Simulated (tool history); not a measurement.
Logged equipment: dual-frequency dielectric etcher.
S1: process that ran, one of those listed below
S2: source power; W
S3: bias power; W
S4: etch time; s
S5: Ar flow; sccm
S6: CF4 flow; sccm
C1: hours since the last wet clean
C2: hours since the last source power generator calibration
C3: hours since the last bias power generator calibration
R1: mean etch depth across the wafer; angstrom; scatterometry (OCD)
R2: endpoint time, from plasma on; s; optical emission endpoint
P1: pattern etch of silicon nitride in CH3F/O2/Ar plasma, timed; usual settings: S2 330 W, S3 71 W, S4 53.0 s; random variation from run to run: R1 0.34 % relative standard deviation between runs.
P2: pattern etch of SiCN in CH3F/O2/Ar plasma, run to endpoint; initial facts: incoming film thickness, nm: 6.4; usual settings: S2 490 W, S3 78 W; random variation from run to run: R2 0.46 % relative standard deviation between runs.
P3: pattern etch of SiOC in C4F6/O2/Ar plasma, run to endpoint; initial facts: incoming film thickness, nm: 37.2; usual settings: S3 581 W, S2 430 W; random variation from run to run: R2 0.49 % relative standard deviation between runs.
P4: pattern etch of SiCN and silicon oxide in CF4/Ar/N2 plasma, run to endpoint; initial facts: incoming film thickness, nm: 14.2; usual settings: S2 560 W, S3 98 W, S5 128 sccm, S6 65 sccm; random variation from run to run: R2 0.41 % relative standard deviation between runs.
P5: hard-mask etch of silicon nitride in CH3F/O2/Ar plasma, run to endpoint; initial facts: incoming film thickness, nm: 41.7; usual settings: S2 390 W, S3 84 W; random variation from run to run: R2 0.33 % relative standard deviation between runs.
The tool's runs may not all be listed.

{"run": 1, "hour": 6.1, "S1": "P1", "S2": 330, "S3": 71, "S4": 53.0, "C1": 183.1, "C2": 290.1, "C3": 465.6, "R1": 344.07}
{"run": 2, "hour": 12.2, "S1": "P5", "S2": 390, "S3": 84, "C1": 189.2, "C2": 296.2, "C3": 471.7, "R2": 56.748}
{"run": 3, "hour": 20.9, "S1": "P1", "S2": 330, "S3": 92, "S4": 53.0, "C1": 197.9, "C2": 304.9, "C3": 480.4, "R1": 376.72}
{"run": 4, "hour": 27.0, "S1": "P1", "S2": 330, "S3": 71, "S4": 53.0, "C1": 204.0, "C2": 311.0, "C3": 486.5, "R1": 344.64}
{"run": 5, "hour": 32.5, "S1": "P1", "S2": 330, "S3": 71, "S4": 53.0, "C1": 209.5, "C2": 316.5, "C3": 492.0, "R1": 343.13}
{"run": 6, "hour": 40.4, "S1": "P3", "S2": 430, "S3": 377, "C1": 217.4, "C2": 324.4, "C3": 499.9, "R2": 13.093}
{"run": 7, "hour": 49.5, "S1": "P2", "S2": 490, "S3": 78, "C1": 226.5, "C2": 333.5, "C3": 509.0, "R2": 15.255}
{"run": 8, "hour": 58.6, "S1": "P4", "S2": 560, "S3": 98, "S5": 128, "S6": 65, "C1": 235.6, "C2": 342.6, "C3": 518.1, "R2": 12.96}
{"run": 9, "hour": 69.4, "S1": "P4", "S2": 560, "S3": 119, "S5": 128, "S6": 65, "C1": 246.4, "C2": 353.4, "C3": 528.9, "R2": 12.056}
{"run": 10, "hour": 76.0, "S1": "P1", "S2": 330, "S3": 71, "S4": 76.5, "C1": 253.0, "C2": 360.0, "C3": 535.5, "R1": 495.81}
{"run": 11, "hour": 82.2, "S1": "P1", "S2": 430, "S3": 71, "S4": 53.0, "C1": 259.2, "C2": 366.2, "C3": 541.7, "R1": 380.99}
{"run": 12, "hour": 89.3, "S1": "P2", "S2": 300, "S3": 78, "C1": 266.3, "C2": 373.3, "C3": 548.8, "R2": 18.414}
{"run": 13, "hour": 98.3, "S1": "P3", "S2": 430, "S3": 581, "C1": 275.3, "C2": 382.3, "C3": 557.8, "R2": 11.191}
{"run": 14, "hour": 108.3, "S1": "P1", "S2": 330, "S3": 71, "S4": 53.0, "C1": 285.3, "C2": 392.3, "C3": 567.8, "R1": 341.57}
{"run": 15, "hour": 118.4, "S1": "P2", "S2": 490, "S3": 78, "C1": 295.4, "C2": 402.4, "C3": 577.9, "R2": 15.228}
{"run": 16, "hour": 128.3, "S1": "P4", "S2": 560, "S3": 98, "S5": 128, "S6": 82, "C1": 305.3, "C2": 412.3, "C3": 587.8, "R2": 12.463}
{"run": 17, "hour": 135.9, "S1": "P1", "S2": 330, "S3": 71, "S4": 53.0, "C1": 312.9, "C2": 419.9, "C3": 595.4, "R1": 343.46}
{"hour": 142.1, "done": "wet clean of the chamber"}
{"run": 18, "hour": 144.8, "S1": "P5", "S2": 390, "S3": 64, "C1": 2.8, "C2": 428.8, "C3": 604.3, "R2": 62.267}
{"run": 19, "hour": 153.8, "S1": "P3", "S2": 600, "S3": 581, "C1": 11.8, "C2": 437.8, "C3": 613.3, "R2": 9.8852}
{"run": 20, "hour": 159.0, "S1": "P1", "S2": 330, "S3": 71, "S4": 53.0, "C1": 17.0, "C2": 443.0, "C3": 618.5, "R1": 344.07}
{"run": 21, "hour": 169.2, "S1": "P2", "S2": 490, "S3": 49, "C1": 27.2, "C2": 453.2, "C3": 628.7, "R2": 17.825}
{"run": 22, "hour": 178.4, "S1": "P5", "S2": 390, "S3": 84, "C1": 36.4, "C2": 462.4, "C3": 637.9, "R2": 57.015}
{"run": 23, "hour": 187.1, "S1": "P1", "S2": 330, "S3": 55, "S4": 53.0, "C1": 45.1, "C2": 471.1, "C3": 646.6, "R1": 317.46}
{"run": 24, "hour": 192.2, "S1": "P1", "S2": 250, "S3": 98, "S4": 53.0, "C1": 50.2, "C2": 476.2, "C3": 651.7, "R1": 347.18}
{"run": 25, "hour": 201.8, "S1": "P4", "S2": 560, "S3": 98, "S5": 103, "S6": 65, "C1": 59.8, "C2": 485.8, "C3": 661.3, "R2": 12.466}
{"run": 26, "hour": 209.7, "S1": "P4", "S2": 460, "S3": 98, "S5": 128, "S6": 65, "C1": 67.7, "C2": 493.7, "C3": 669.2, "R2": 15.289}
{"run": 27, "hour": 218.8, "S1": "P4", "S2": 560, "S3": 98, "S5": 128, "S6": 65, "C1": 76.8, "C2": 502.8, "C3": 678.3, "R2": 12.868}
{"run": 28, "hour": 225.2, "S1": "P3", "S2": 430, "S3": 581, "C1": 83.2, "C2": 509.2, "C3": 684.7, "R2": 11.217}
{"run": 29, "hour": 234.2, "S1": "P5", "S2": 260, "S3": 84, "C1": 92.2, "C2": 518.2, "C3": 693.7, "R2": 66.398}
{"run": 30, "hour": 245.2, "S1": "P1", "S2": 330, "S3": 71, "S4": 53.0, "C1": 103.2, "C2": 529.2, "C3": 704.7, "R1": 342.91}
{"run": 31, "hour": 256.0, "S1": "P1", "S2": 260, "S3": 71, "S4": 53.0, "C1": 114.0, "C2": 540.0, "C3": 715.5, "R1": 315.24}
{"run": 32, "hour": 265.4, "S1": "P1", "S2": 330, "S3": 71, "S4": 35.0, "C1": 123.4, "C2": 549.4, "C3": 724.9, "R1": 226.22}
{"run": 33, "hour": 271.9, "S1": "P1", "S2": 330, "S3": 71, "S4": 53.0, "C1": 129.9, "C2": 555.9, "C3": 731.4, "R1": 344.66}
{"run": 34, "hour": 280.9, "S1": "P1", "S2": 330, "S3": 71, "S4": 53.0, "C1": 138.9, "C2": 564.9, "C3": 740.4, "R1": 342.39}
{"run": 35, "hour": 286.0, "S1": "P1", "S2": 330, "S3": 71, "S4": 53.0, "C1": 144.0, "C2": 570.0, "C3": 745.5, "R1": 340.04}
{"run": 36, "hour": 290.8, "S1": "P1", "S2": 330, "S3": 71, "S4": 53.0, "C1": 148.8, "C2": 574.8, "C3": 750.3, "R1": 340.62}
{"run": 37, "hour": 299.9, "S1": "P1", "S2": 330, "S3": 71, "S4": 53.0, "C1": 157.9, "C2": 583.9, "C3": 759.4, "R1": 337.04}
{"run": 38, "hour": 309.0, "S1": "P1", "S2": 330, "S3": 71, "S4": 53.0, "C1": 167.0, "C2": 593.0, "C3": 768.5, "R1": 336.85}
{"run": 39, "hour": 313.8, "S1": "P1", "S2": 330, "S3": 71, "S4": 53.0, "C1": 171.8, "C2": 597.8, "C3": 773.3, "R1": 339.19}
{"run": 40, "hour": 319.0, "S1": "P1", "S2": 330, "S3": 71, "S4": 53.0, "C1": 177.0, "C2": 603.0, "C3": 778.5, "R1": 338.27}
{"hour": 324.6, "done": "wet clean of the chamber"}
{"run": 41, "hour": 325.3, "S1": "P1", "S2": 330, "S3": 71, "S4": 53.0, "C1": 0.8, "C2": 609.3, "C3": 784.8, "R1": 337.88}
{"run": 42, "hour": 336.3, "S1": "P1", "S2": 330, "S3": 71, "S4": 53.0, "C1": 11.8, "C2": 620.3, "C3": 795.8, "R1": 336.53}
{"run": 43, "hour": 343.6, "S1": "P1", "S2": 330, "S3": 71, "S4": 53.0, "C1": 19.1, "C2": 627.6, "C3": 803.1, "R1": 339.09}
{"run": 44, "hour": 350.6, "S1": "P1", "S2": 330, "S3": 71, "S4": 53.0, "C1": 26.1, "C2": 634.6, "C3": 810.1, "R1": 336.18}

Compared with where it was, what P1 gives has crept away. Each cause listed below fits the log as well as the rest, at the size given for it:
A: bias power that arrives under what is set, % = 4.74
B: source power that arrives under what is set, % = 4.34
Onset of the creep was near hour 271.9.
Every other cause this tool's parts could produce, and why it does not fit the log:
chamber walls in a state that lowers the etch rate, %: serviced at hour 324.6, after the drift had started, without restoring the earlier output

Which of the check runs below tells the causes apart, meaning the causes would give it clearly different results? Each run uses 3 wafers whose results are averaged, and each result is shown as a question mark.
{"run": "check 1", "hour": 357.6, "S1": "P5", "S2": 280, "S3": 84, "R2": "?"}
{"run": "check 2", "hour": 357.6, "S1": "P2", "S2": 390, "S3": 78, "R2": "?"}
{"run": "check 3", "hour": 357.6, "S1": "P4", "S2": 560, "S3": 116, "S5": 128, "S6": 65, "R2": "?"}
{"run": "check 4", "hour": 357.6, "S1": "P3", "S2": 540, "S3": 456, "R2": "?"}

What every check run would give for each of its results, assuming each possible cause in turn:
check=check_1 result=R2 if_A=65.5490 if_B=65.4830
check=check_2 result=R2 if_A=16.8910 if_B=16.8770
check=check_3 result=R2 if_A=12.3590 if_B=12.6100
check=check_4 result=R2 if_A=11.4580 if_B=11.4460
Minimum pairwise separation of causes per check, each pair taken at its best-separating result: check 1 0.1 %; check 2 0.08 %; check 3 2.01 %; check 4 0.1 %
Only check 3 tells the causes apart: in the others they would give nearly the same result.

After running check 3, the following was obtained: R2 12.3170 s. Which cause does this point to?

It was cause A: bias power that arrives under what is set, %.
